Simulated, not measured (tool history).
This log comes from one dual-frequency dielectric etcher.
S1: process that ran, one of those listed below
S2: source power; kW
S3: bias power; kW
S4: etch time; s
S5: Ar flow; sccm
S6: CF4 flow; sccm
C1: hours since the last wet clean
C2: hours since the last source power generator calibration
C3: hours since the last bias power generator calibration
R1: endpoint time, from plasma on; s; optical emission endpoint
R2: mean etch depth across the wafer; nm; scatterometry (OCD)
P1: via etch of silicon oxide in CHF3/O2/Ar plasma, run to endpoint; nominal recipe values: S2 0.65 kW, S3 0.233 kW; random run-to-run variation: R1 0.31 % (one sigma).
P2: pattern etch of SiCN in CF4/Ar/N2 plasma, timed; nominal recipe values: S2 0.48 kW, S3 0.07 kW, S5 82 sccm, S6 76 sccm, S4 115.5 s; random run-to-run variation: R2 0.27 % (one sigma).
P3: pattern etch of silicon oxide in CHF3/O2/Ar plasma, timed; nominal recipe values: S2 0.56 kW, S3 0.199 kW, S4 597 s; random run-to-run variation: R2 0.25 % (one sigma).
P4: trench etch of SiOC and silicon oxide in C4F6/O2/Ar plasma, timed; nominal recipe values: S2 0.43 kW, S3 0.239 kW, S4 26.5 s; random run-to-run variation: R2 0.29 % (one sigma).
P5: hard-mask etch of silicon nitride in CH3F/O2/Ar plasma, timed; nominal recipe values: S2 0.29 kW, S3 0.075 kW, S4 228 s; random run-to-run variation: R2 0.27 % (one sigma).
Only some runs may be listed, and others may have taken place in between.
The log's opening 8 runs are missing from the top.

run   hour  S1    S2     S3     S4   S5  S6     C1     C2     C3      R1      R2
  9   42.8  P1  0.65  0.233                  412.3  553.9  722.3  180.19
 10   47.3  P5  0.29  0.075    228           416.8  558.4  726.8          143.54
 11   52.2  P2  0.48   0.07  115.5   82  76  421.7  563.3  731.7          109.67
 12   58.6  P2  0.48   0.07  115.5  110  76  428.1  569.7  738.1          104.98
 13   64.9  P2  0.62   0.07  115.5   82  76  434.4    576  744.4          137.41
 14   70.4  P3  0.56  0.239    597           439.9  581.5  749.9          1226.8
 15   73.5  P4  0.58  0.239   26.5             443  584.6    753          66.107
 16   80.4  P1  0.65  0.177                  449.9  591.5  759.9  197.68
 17   85.1  P4  0.43  0.185   26.5           454.6  596.2  764.6          54.472
 18   90.3  P2  0.48   0.07  115.5   82  53  459.8  601.4  769.8          103.33
 19   97.1  P3  0.56  0.199    597           466.6  608.2  776.6          1144.9
     101.5  -- source power generator calibrated
 20  103.7  P1  0.65  0.233                  473.2    2.3  783.2  178.83
     106.5  -- bias power generator calibrated
 21    110  P1  0.65  0.233                  479.5    8.6    3.5  179.51
 22  116.1  P1  0.65  0.233                  485.6   14.7    9.6  179.52
 23    120  P5  0.29  0.075  279.5           489.5   18.6   13.5          174.81
 24  123.2  P3  0.56  0.199    597           492.7   21.8   16.7            1146

For run 25, what comes out?
 25   127  P3  0.39  0.199  597          496.5  25.6  20.5       ?

R2: 997.97 nm

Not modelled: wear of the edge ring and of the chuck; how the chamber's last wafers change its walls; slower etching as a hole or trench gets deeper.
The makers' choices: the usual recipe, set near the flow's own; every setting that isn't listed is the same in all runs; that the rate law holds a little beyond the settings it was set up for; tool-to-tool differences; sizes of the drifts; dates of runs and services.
